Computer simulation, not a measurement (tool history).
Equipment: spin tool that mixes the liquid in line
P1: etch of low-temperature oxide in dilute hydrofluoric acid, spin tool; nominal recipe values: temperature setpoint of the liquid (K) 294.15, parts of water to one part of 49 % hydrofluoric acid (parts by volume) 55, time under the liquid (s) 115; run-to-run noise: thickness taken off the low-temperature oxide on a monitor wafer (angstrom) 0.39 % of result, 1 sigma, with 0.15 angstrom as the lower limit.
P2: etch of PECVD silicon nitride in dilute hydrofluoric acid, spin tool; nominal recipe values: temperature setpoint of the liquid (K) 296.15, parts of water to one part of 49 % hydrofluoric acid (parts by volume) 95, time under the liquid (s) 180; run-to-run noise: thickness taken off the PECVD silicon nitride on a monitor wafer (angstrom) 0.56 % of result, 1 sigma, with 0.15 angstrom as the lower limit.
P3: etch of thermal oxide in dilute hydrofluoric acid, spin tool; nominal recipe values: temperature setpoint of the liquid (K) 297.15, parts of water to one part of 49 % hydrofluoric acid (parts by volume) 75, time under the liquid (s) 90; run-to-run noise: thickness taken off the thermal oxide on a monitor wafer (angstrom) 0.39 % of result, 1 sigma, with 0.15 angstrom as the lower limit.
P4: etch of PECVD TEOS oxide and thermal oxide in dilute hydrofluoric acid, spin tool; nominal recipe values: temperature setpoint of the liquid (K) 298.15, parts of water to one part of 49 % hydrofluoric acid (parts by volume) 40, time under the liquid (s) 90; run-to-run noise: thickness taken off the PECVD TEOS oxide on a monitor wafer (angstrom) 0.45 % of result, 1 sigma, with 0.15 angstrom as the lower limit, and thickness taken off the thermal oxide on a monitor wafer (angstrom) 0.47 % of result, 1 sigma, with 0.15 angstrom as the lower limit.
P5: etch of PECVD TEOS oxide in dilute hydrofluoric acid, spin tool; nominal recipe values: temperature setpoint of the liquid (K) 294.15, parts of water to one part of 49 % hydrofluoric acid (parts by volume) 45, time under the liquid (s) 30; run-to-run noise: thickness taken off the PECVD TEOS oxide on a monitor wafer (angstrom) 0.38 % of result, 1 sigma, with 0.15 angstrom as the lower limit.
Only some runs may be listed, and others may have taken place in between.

run,hour,process that ran,temperature setpoint of the liquid (K),parts of water to one part of 49 % hydrofluoric acid (parts by volume),time under the liquid (s),hours since the thermometer was replaced,hours since the hydrofluoric acid flow meter was replaced,thickness taken off the low-temperature oxide on a monitor wafer (angstrom),thickness taken off the thermal oxide on a monitor wafer (angstrom),thickness taken off the PECVD TEOS oxide on a monitor wafer (angstrom),thickness taken off the PECVD silicon nitride on a monitor wafer (angstrom)
1,7.2,P1,294.15,55,115,783,859.3,205.92,,,
2,22.5,P1,290.15,55,115,798.3,874.6,175.07,,,
3,29.8,P3,297.15,75,150,805.6,881.9,,92.746,,
4,41.8,P5,294.15,45,30,817.6,893.9,,,123.59,
5,48.8,P5,294.15,25,30,824.6,900.9,,,226.36,
6,61.1,P1,294.15,20,45,836.9,913.2,234.22,,,
7,70.1,P1,294.15,55,115,845.9,922.2,208.28,,,
8,77.4,P1,294.15,90,115,853.2,929.5,120.8,,,
9,91.1,P4,298.15,40,90,866.9,943.2,,113.57,413.15,
# hour 96.8: hydrofluoric acid flow meter replaced
10,103.9,P1,294.15,55,115,879.7,7.2,207.28,,,
11,116.1,P1,294.15,55,115,891.9,19.4,205.93,,,
12,129.2,P2,296.15,95,180,905,32.5,,,,101.41
13,140.5,P1,294.15,55,60,916.3,43.8,107.62,,,
14,149.8,P3,297.15,120,90,925.6,53.1,,33.372,,
15,164.7,P1,294.15,55,195,940.5,68,352.98,,,
16,176.3,P1,300.65,55,115,952.1,79.6,270.14,,,
17,183.9,P3,305.15,75,90,959.7,87.2,,76.767,,
18,192,P5,300.15,45,30,967.8,95.3,,,157.41,
19,201.5,P2,296.15,35,180,977.3,104.8,,,,267.85
20,212.9,P1,294.15,20,115,988.7,116.2,592.88,,,
21,227.3,P4,290.65,40,90,1003.1,130.6,,83.182,299.96,
22,238.9,P2,296.15,95,180,1014.7,142.2,,,,101.55
23,245.8,P1,294.15,55,115,1021.6,149.1,205.77,,,
24,257.2,P4,298.15,40,90,1033,160.5,,114.84,410.36,
25,267.2,P3,297.15,75,90,1043,170.5,,56.384,,
26,275.7,P4,298.15,40,165,1051.5,179,,210.48,753.08,
27,285.8,P5,294.15,45,55,1061.6,189.1,,,226.79,
28,299.2,P2,290.15,95,180,1075,202.5,,,,66.97
29,313.5,P4,298.15,20,90,1089.3,216.8,,234.61,843.48,
30,320.5,P2,296.15,95,90,1096.3,223.8,,,,50.369
31,334.1,P1,294.15,55,115,1109.9,237.4,208.9,,,
32,344.3,P1,294.15,55,115,1120.1,247.6,200.33,,,
33,357.9,P1,294.15,55,115,1133.7,261.2,196.77,,,
34,373.8,P1,294.15,55,115,1149.6,277.1,192.53,,,
35,389.3,P1,294.15,55,115,1165.1,292.6,190.9,,,
36,396.9,P1,294.15,55,115,1172.7,300.2,190.96,,,
37,410.2,P1,294.15,55,115,1186,313.5,191.73,,,

What P1 gives has crept off from where it sat before. The 2 causes that follow fit the log equally well, each at the size noted:
A: liquid colder than its thermometer reads (K) = 1.76
B: hydrofluoric acid flow below the setpoint (%) = 6.71
At approximately hour 334.1, the process output began to creep.

Question marks stand in for the results of the 4 check runs listed below, each run on one wafer. Under which run would the listed causes show clearly different results?
check 1,423.5,P4,298.15,40,90,,,,?,?,
check 2,423.5,P5,294.15,45,30,,,,,?,
check 3,423.5,P2,296.15,95,180,,,,,,?
check 4,423.5,P3,297.15,75,90,,,,?,,

Outcome of each check run for each possible cause:
check,result,if A,if B
check 1,thickness taken off the thermal oxide on a monitor wafer (angstrom),106.44,106.38
check 1,thickness taken off the PECVD TEOS oxide on a monitor wafer (angstrom),383.54,383.34
check 2,thickness taken off the PECVD TEOS oxide on a monitor wafer (angstrom),114.15,114.31
check 3,thickness taken off the PECVD silicon nitride on a monitor wafer (angstrom),89.776,94.35
check 4,thickness taken off the thermal oxide on a monitor wafer (angstrom),52.434,52.189
Distance between the nearest two causes, measured in the result of the check that separates them most: check 1 0.05 %; check 2 0.14 %; check 3 4.97 %; check 4 0.47 %
Of the check runs offered, only check 3 discriminates between the causes; the rest would read about the same regardless of which cause applies.

Here is what check 3 returned: thickness taken off the PECVD silicon nitride on a monitor wafer (angstrom) 94.809. Which cause is it?

It is B: hydrofluoric acid flow below the setpoint (%).
